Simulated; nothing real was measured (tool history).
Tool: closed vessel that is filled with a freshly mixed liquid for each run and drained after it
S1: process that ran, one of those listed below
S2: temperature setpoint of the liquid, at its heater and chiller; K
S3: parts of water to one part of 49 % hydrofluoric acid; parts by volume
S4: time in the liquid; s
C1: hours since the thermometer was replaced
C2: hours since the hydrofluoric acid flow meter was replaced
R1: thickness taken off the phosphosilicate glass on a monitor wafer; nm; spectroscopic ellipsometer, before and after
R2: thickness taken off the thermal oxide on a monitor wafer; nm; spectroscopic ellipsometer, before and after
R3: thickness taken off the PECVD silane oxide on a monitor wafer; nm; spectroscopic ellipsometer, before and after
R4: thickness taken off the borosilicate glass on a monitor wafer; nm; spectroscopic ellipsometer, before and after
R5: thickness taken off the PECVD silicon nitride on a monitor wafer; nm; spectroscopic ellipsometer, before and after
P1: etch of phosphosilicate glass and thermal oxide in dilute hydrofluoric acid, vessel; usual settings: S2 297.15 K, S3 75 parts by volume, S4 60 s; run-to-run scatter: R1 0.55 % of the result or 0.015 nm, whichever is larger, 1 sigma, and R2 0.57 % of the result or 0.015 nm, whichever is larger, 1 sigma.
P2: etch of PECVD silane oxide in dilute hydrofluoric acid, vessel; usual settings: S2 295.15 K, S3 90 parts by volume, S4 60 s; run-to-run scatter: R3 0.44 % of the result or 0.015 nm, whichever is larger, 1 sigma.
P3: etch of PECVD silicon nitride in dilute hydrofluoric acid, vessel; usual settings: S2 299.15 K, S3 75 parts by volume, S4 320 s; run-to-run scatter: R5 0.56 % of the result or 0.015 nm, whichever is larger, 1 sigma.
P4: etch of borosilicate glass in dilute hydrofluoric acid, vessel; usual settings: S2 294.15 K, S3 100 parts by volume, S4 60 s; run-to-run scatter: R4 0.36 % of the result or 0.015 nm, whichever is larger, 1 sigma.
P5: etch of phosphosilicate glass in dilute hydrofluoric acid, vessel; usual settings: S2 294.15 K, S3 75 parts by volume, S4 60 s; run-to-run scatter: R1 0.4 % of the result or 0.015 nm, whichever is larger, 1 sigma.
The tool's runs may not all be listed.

run,day,S1,S2,S3,S4,C1,C2,R1,R2,R3,R4,R5
1,0.479,P1,297.15,75,60,405.0,181.1,100.570,4.0387,,,
2,0.929,P5,298.15,75,60,415.8,191.9,171.960,,,,
3,1.358,P1,297.15,115,60,426.1,202.2,61.681,2.4606,,,
4,1.650,P1,297.15,45,60,433.1,209.2,173.410,6.9133,,,
5,2.067,P2,295.15,90,60,443.1,219.2,,,23.751,,
6,2.500,P4,294.15,100,30,453.5,229.6,,,,9.3026,
7,2.775,P1,297.15,75,60,460.1,236.2,99.976,4.0153,,,
8,3.192,P1,303.15,75,60,470.1,246.2,126.930,5.1020,,,
9,3.608,P4,294.15,160,60,480.1,256.2,,,,10.9170,
10,3.850,P3,299.15,75,60,485.9,262.0,,,,,3.7073
11,4.150,P1,297.15,75,60,493.1,269.2,100.430,4.0000,,,
12,4.546,P5,294.15,40,60,502.6,278.7,286.740,,,,
13,4.767,P1,292.65,30,60,507.9,284.0,218.120,8.8593,,,
14,4.992,P4,302.65,100,60,513.3,289.4,,,,25.8430,
15,5.233,P3,307.15,75,320,519.1,295.2,,,,,32.8750
16,5.571,P3,299.15,75,320,527.2,303.3,,,,,19.6440
17,5.900,P1,297.15,75,110,535.1,311.2,183.990,7.3365,,,
18,6.375,P1,290.15,75,60,546.5,322.6,74.336,3.0194,,,
19,6.846,P5,294.15,75,60,557.8,333.9,146.410,,,,
20,7.075,P1,297.15,75,60,563.3,339.4,100.000,3.9740,,,
21,7.508,P5,294.15,75,30,573.7,349.8,73.769,,,,
22,7.979,P3,299.15,20,320,585.0,361.1,,,,,71.0990
23,8.212,P2,295.15,90,30,590.6,366.7,,,11.887,,
24,8.612,P2,295.15,20,60,600.2,376.3,,,116.540,,
25,8.904,P4,294.15,100,60,607.2,383.3,,,,18.6820,
26,9.329,P2,301.15,90,60,617.4,393.5,,,30.099,,
27,9.671,P1,297.15,75,30,625.6,401.7,50.412,2.0057,,,
28,10.000,P4,294.15,100,60,633.5,409.6,,,,18.7000,
29,10.488,P3,299.15,75,320,645.2,421.3,,,,,19.7720
30,10.746,P1,297.15,75,60,651.4,427.5,100.020,4.0096,,,
31,11.167,P1,297.15,75,60,661.5,437.6,103.550,4.1916,,,
32,11.625,P1,297.15,75,60,672.5,448.6,105.460,4.2516,,,
33,12.008,P1,297.15,75,60,681.7,457.8,107.390,4.2628,,,
34,12.254,P1,297.15,75,60,687.6,463.7,107.120,4.2885,,,
35,12.658,P1,297.15,75,60,697.3,473.4,108.640,4.3412,,,
36,12.879,P1,297.15,75,60,702.6,478.7,108.500,4.3680,,,
37,13.133,P1,297.15,75,60,708.7,484.8,107.930,4.3351,,,
38,13.392,P1,297.15,75,60,714.9,491.0,108.470,4.3501,,,
39,13.842,P1,297.15,75,60,725.7,501.8,108.700,4.3721,,,
40,14.079,P1,297.15,75,60,731.4,507.5,109.220,4.3729,,,

What P1 gives has crept away from where it was. These 2 causes fit the log equally well, each at the size given:
A: liquid hotter than its thermometer reads (K) = 2.17
B: hydrofluoric acid flow above the setpoint (%) = 8.23
The creep began at about day 10.746.

4 check runs are offered, one wafer each, their results left as question marks. Which one tells the causes apart?
check 1,14.317,P5,294.15,75,60,,,?,,,,
check 2,14.317,P4,294.15,100,60,,,,,,?,
check 3,14.317,P2,295.15,90,60,,,,,?,,
check 4,14.317,P3,299.15,75,320,,,,,,,?

What each check would give under each cause:
check,result,if A,if B
check 1,R1,160.720,160.210
check 2,R4,20.2900,20.2960
check 3,R3,25.950,25.948
check 4,R5,22.5790,21.2000
How far apart the two closest causes lie, in the result that separates them most: check 1 0.32 %; check 2 0.03 %; check 3 0.01 %; check 4 6.3 %
Only check 4 tells the causes apart: in the others they would give nearly the same result.

Check 4 was then run and gave: R5 22.4850 nm. Which cause is it?

It is A: liquid hotter than its thermometer reads (K).
